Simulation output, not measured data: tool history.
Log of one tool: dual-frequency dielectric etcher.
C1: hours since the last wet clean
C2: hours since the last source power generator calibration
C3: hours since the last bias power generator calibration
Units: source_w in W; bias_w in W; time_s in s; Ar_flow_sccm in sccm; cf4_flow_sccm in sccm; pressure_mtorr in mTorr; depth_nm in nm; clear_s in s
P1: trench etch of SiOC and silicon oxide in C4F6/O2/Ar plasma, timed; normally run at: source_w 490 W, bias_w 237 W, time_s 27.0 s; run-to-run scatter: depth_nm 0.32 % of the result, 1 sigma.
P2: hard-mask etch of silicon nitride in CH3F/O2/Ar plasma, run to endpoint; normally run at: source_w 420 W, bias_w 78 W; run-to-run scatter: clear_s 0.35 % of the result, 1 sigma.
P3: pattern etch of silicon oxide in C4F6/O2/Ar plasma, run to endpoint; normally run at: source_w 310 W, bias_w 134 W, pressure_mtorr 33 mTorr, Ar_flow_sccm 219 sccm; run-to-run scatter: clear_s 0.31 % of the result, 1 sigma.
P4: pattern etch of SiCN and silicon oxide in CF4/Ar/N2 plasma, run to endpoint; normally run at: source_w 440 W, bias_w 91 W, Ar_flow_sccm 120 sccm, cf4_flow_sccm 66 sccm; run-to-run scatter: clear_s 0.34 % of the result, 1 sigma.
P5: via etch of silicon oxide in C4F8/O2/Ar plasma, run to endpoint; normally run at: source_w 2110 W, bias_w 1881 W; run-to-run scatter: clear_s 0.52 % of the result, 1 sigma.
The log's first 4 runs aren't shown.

{"run": 5, "day": 2.225, "process": "P5", "source_w": 2700, "bias_w": 1881, "C1": 288.1, "C2": 2959.7, "C3": 798.1, "clear_s": 289.98}
{"run": 6, "day": 2.729, "process": "P1", "source_w": 660, "bias_w": 237, "time_s": 27.0, "C1": 300.2, "C2": 2971.8, "C3": 810.2, "depth_nm": 72.396}
{"run": 7, "day": 3.067, "process": "P3", "source_w": 230, "bias_w": 134, "Ar_flow_sccm": 219, "pressure_mtorr": 33, "C1": 308.3, "C2": 2979.9, "C3": 818.3, "clear_s": 12.859}
{"run": 8, "day": 3.512, "process": "P4", "source_w": 440, "bias_w": 111, "Ar_flow_sccm": 120, "cf4_flow_sccm": 66, "C1": 319.0, "C2": 2990.6, "C3": 829.0, "clear_s": 18.37}
{"day": 3.858, "done": "source power generator calibrated"}
{"run": 9, "day": 4.05, "process": "P3", "source_w": 310, "bias_w": 134, "Ar_flow_sccm": 219, "pressure_mtorr": 33, "C1": 331.9, "C2": 4.7, "C3": 841.9, "clear_s": 11.446}
{"run": 10, "day": 4.317, "process": "P1", "source_w": 490, "bias_w": 237, "time_s": 27.0, "C1": 338.3, "C2": 11.1, "C3": 848.3, "depth_nm": 64.624}
{"run": 11, "day": 4.846, "process": "P3", "source_w": 310, "bias_w": 134, "Ar_flow_sccm": 267, "pressure_mtorr": 33, "C1": 351.0, "C2": 23.8, "C3": 861.0, "clear_s": 11.71}
{"run": 12, "day": 5.354, "process": "P1", "source_w": 490, "bias_w": 237, "time_s": 27.0, "C1": 363.2, "C2": 36.0, "C3": 873.2, "depth_nm": 64.628}
{"run": 13, "day": 5.629, "process": "P1", "source_w": 370, "bias_w": 237, "time_s": 27.0, "C1": 369.8, "C2": 42.6, "C3": 879.8, "depth_nm": 58.023}
{"run": 14, "day": 6.183, "process": "P4", "source_w": 440, "bias_w": 91, "Ar_flow_sccm": 71, "cf4_flow_sccm": 66, "C1": 383.1, "C2": 55.9, "C3": 893.1, "clear_s": 18.55}
{"run": 15, "day": 6.633, "process": "P1", "source_w": 490, "bias_w": 237, "time_s": 39.5, "C1": 393.9, "C2": 66.7, "C3": 903.9, "depth_nm": 94.49}
{"run": 16, "day": 7.067, "process": "P5", "source_w": 2110, "bias_w": 1164, "C1": 404.3, "C2": 77.1, "C3": 914.3, "clear_s": 366.07}
{"run": 17, "day": 7.325, "process": "P1", "source_w": 490, "bias_w": 187, "time_s": 27.0, "C1": 410.5, "C2": 83.3, "C3": 920.5, "depth_nm": 59.726}
{"run": 18, "day": 7.642, "process": "P2", "source_w": 250, "bias_w": 78, "C1": 418.1, "C2": 90.9, "C3": 928.1, "clear_s": 82.092}
{"run": 19, "day": 7.95, "process": "P1", "source_w": 490, "bias_w": 237, "time_s": 27.0, "C1": 425.5, "C2": 98.3, "C3": 935.5, "depth_nm": 64.161}
{"run": 20, "day": 8.254, "process": "P2", "source_w": 420, "bias_w": 57, "C1": 432.8, "C2": 105.6, "C3": 942.8, "clear_s": 74.652}
{"run": 21, "day": 8.779, "process": "P1", "source_w": 490, "bias_w": 298, "time_s": 27.0, "C1": 445.4, "C2": 118.2, "C3": 955.4, "depth_nm": 70.05}
{"run": 22, "day": 9.188, "process": "P4", "source_w": 440, "bias_w": 91, "Ar_flow_sccm": 120, "cf4_flow_sccm": 66, "C1": 455.2, "C2": 128.0, "C3": 965.2, "clear_s": 19.698}
{"run": 23, "day": 9.771, "process": "P5", "source_w": 2110, "bias_w": 1881, "C1": 469.2, "C2": 142.0, "C3": 979.2, "clear_s": 322.74}
{"run": 24, "day": 10.071, "process": "P1", "source_w": 370, "bias_w": 292, "time_s": 27.0, "C1": 476.4, "C2": 149.2, "C3": 986.4, "depth_nm": 62.439}
{"run": 25, "day": 10.338, "process": "P3", "source_w": 310, "bias_w": 96, "Ar_flow_sccm": 219, "pressure_mtorr": 33, "C1": 482.8, "C2": 155.6, "C3": 992.8, "clear_s": 12.615}

Forecast run 26:
{"run": 26, "day": 10.829, "process": "P4", "source_w": 440, "bias_w": 91, "Ar_flow_sccm": 120, "cf4_flow_sccm": 66, "C1": 494.6, "C2": 167.4, "C3": 1004.6, "clear_s": "?"}

Run 26 gave clear_s 19.914 s.

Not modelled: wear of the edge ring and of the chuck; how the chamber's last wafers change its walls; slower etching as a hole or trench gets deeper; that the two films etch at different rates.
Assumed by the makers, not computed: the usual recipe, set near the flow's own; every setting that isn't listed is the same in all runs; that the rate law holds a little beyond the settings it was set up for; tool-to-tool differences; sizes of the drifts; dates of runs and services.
